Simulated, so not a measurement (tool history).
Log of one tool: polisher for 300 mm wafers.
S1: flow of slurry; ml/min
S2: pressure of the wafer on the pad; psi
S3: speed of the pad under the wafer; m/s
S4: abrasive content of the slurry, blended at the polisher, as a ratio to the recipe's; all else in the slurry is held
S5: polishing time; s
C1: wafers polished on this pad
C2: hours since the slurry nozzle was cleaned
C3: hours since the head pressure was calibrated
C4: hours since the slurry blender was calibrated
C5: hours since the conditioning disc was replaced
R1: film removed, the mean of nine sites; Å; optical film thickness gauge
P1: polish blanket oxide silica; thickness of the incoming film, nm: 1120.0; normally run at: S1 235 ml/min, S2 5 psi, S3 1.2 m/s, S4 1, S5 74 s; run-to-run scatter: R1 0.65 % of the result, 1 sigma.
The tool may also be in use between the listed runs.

run	hour	S1	S2	S3	S4	S5	C1	C2	C3	C4	C5	R1
1	12.6	235	5	1.2	1	74	290	47.4	436.7	108.7	463.3	2922.5
2	22.7	235	5	0.58	1	74	374	57.5	446.8	118.8	473.4	1627.4
3	29.5	235	5	1.2	1.35	74	431	64.3	453.6	125.6	480.2	3335.4
4	36.4	235	2.7	1.2	1	74	488	71.2	460.5	132.5	487.1	1582.5
5	44.4	140	5	1.2	1	74	555	79.2	468.5	140.5	495.1	2714.2
6	58.4	235	5	1.2	1	74	672	93.2	482.5	154.5	509.1	2936.4
7	73.3	325	5	1.2	1.4	74	796	108.1	497.4	169.4	524	3524.8
8	81.5	235	5	1.84	1	74	864	116.3	505.6	177.6	532.2	4108.5
9	95.7	235	5	1.2	1	74	983	130.5	519.8	191.8	546.4	2947.3
10	102.5	235	5	1.2	1	74	1039	137.3	526.6	198.6	553.2	2967.8
# hour 104.9: slurry nozzle cleaned
11	113.1	235	5	1.2	0.55	74	1128	8.3	537.2	209.2	563.8	2123.2
12	125.7	235	5	1.2	1	74	1233	20.9	549.8	221.8	576.4	2990
13	139.1	310	5	1.2	1	74	1345	34.3	563.2	235.2	589.8	3006.9
14	147	235	7.5	1.2	1	74	1410	42.2	571.1	243.1	597.7	4441.5
15	157.4	235	5	1.2	1	74	1497	52.6	581.5	253.5	608.1	2959.8
# hour 166.1: conditioning disc replaced and pad reconditioned
16	168.6	235	5	1.2	1	39	1591	63.8	592.7	264.7	2.6	1525.8
17	180.4	235	5	1.2	1.25	98	1689	75.6	604.5	276.5	14.4	4294.2
18	192.4	235	5	1.2	1	117	1789	87.6	616.5	288.5	26.4	4648.4
19	200.1	235	5	1.2	1	74	1853	95.3	624.2	296.2	34.1	2927.6
20	208.8	235	5	1.2	1	74	1926	104	632.9	304.9	42.8	2859.1
21	221.1	235	5	1.2	1	74	2028	116.3	645.2	317.2	55.1	2745.7
22	230.4	235	5	1.2	1	74	2106	125.6	654.5	326.5	64.4	2688.6
# hour 236.3: head pressure recalibrated
23	241.1	235	5	1.2	1	74	2195	136.3	4.8	337.2	75.1	2614.7
24	251.3	235	5	1.2	1	74	2280	146.5	15	347.4	85.3	2634.9
# hour 258.9: slurry nozzle cleaned
# hour 261.5: conditioning disc replaced and pad reconditioned
25	262.2	235	5	1.2	1	74	2371	3.3	25.9	358.3	0.7	2619.6
26	271.8	235	5	1.2	1	74	2451	12.9	35.5	367.9	10.3	2637.5
27	284	235	5	1.2	1	74	2553	25.1	47.7	380.1	22.5	2593.8
28	290.9	235	5	1.2	1	74	2610	32	54.6	387	29.4	2627.6
29	300	235	5	1.2	1	74	2686	41.1	63.7	396.1	38.5	2619.9

What P1 gives has crept away from where it was. These 2 causes fit the log equally well, each at the size given:
A: abrasive missing from the slurry, % = 23.3
B: removal rate lost through wear of the pad, % = 12.1
The creep began at about hour 200.1.
Why every other cause is out:
slurry flow missing at the pad, %: serviced at hour 258.9, which brought nothing back
head's pressure below its setpoint, %: serviced at hour 236.3, which brought nothing back
time polished since the conditioner stopped cutting, s: serviced at hour 261.5, which brought nothing back

4 check runs are offered, each on 5 wafers whose results are averaged, their results left as question marks. Which one tells the causes apart?
check 1	309.1	235	6.8	1.2	1	74						?
check 2	309.1	235	5	0.86	0.7	74						?
check 3	309.1	140	5	0.66	1	74						?
check 4	309.1	235	6.3	0.94	1	74						?

What each check would give under each cause:
check	result	if A	if B
check 1	R1	3520.5	3521.8
check 2	R1	1621.2	1660.3
check 3	R1	1487.7	1488.2
check 4	R1	2682.8	2683.8
How far apart the two closest causes lie, in the result that separates them most: check 1 0.04 %; check 2 2.38 %; check 3 0.04 %; check 4 0.04 %
Only check 2 tells the causes apart: in the others they would give nearly the same result.

Then check 2 was run and gave: R1 1659.6 Å. Which cause is it?

It is B: removal rate lost through wear of the pad, %.
